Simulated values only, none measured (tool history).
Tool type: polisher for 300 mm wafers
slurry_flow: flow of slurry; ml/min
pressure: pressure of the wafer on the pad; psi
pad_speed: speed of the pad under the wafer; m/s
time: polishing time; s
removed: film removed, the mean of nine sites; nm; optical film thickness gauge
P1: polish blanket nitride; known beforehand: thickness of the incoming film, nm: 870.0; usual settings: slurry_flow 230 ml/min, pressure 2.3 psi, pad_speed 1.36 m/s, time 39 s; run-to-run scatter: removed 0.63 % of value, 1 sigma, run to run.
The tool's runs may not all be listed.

run,hour,slurry_flow,pressure,pad_speed,time,removed
1,7,230,2.3,1.36,39,57.623
2,14.7,230,2.3,1.36,39,56.821
3,20.9,230,2.3,1.36,39,57.02
# hour 22.6: worn pad replaced by a new one
4,29.9,140,2.3,1.36,29,39.595
5,35.5,230,2.3,1.36,39,56.721
6,45.9,140,2.3,1.36,39,53.011
7,57.3,230,3.3,0.76,39,50.999
8,67.9,230,2.3,1.36,39,56.531
9,78.7,230,2.3,1.36,18,26.142
# hour 81.9: slurry nozzle cleaned
10,85,230,3.6,1.36,39,89.346
11,96.6,230,2.3,1.36,49,71.407
12,107.8,230,2.3,1.36,39,57.131
13,116.1,305,2.3,1.36,39,58.264
14,122.9,230,2.3,1.92,39,75.261
15,131.8,230,1.1,1.36,39,27.384
16,139.3,230,2.3,0.76,26,23.813
17,145.2,230,2.3,0.98,39,43.489
18,155.5,230,2.3,1.36,39,56.563
19,162.3,230,2.3,1.36,39,55.643
20,169.8,230,2.3,1.36,39,55.149
21,177.6,230,2.3,1.36,39,54.415
22,188.6,230,2.3,1.36,39,53.856
# hour 193.5: worn pad replaced by a new one
23,197.5,230,2.3,1.36,39,54.173
24,205.9,230,2.3,1.36,39,53.812
25,215,230,2.3,1.36,39,53.771
26,224.7,230,2.3,1.36,39,53.307
27,231.7,230,2.3,1.36,39,53.505
28,239.1,230,2.3,1.36,39,53.958

Compared with where it was, what P1 gives has crept away. Each cause listed below fits the log as well as the rest, at the size given for it:
A: slurry flow missing at the pad, % = 35.1
B: head's pressure below its setpoint, % = 5.98
The creep began at about hour 155.5.
Ruled out, with reasons:
removal rate lost through wear of the pad, %: serviced at hour 193.5, after the change had begun; the process did not return to its earlier output

Below are 4 check runs, each averaged over 3 wafers, with their results shown as question marks. Which of them would give clearly different results depending on which cause is behind the drift?
check 1,246.5,230,3.2,1.36,19,?
check 2,246.5,230,2.3,1.36,20,?
check 3,246.5,230,1.2,1.02,39,?
check 4,246.5,150,1.2,1.36,39,?

What every check run would give for each of its results, assuming each possible cause in turn:
check,result,if A,if B
check 1,removed,36.22,36.225
check 2,removed,27.403,27.407
check 3,removed,22.148,22.151
check 4,removed,25.461,26.235
Separation of the two closest causes in each check, using whichever result separates them best: check 1 0.01 %; check 2 0.01 %; check 3 0.01 %; check 4 2.99 %
Check 4 distinguishes between the causes, while the remaining checks would return nearly the same result for all of them.

With check 4 done, the readings were: removed 26.351 nm. Identify which of the listed causes applies.

B is the cause: head's pressure below its setpoint, %.

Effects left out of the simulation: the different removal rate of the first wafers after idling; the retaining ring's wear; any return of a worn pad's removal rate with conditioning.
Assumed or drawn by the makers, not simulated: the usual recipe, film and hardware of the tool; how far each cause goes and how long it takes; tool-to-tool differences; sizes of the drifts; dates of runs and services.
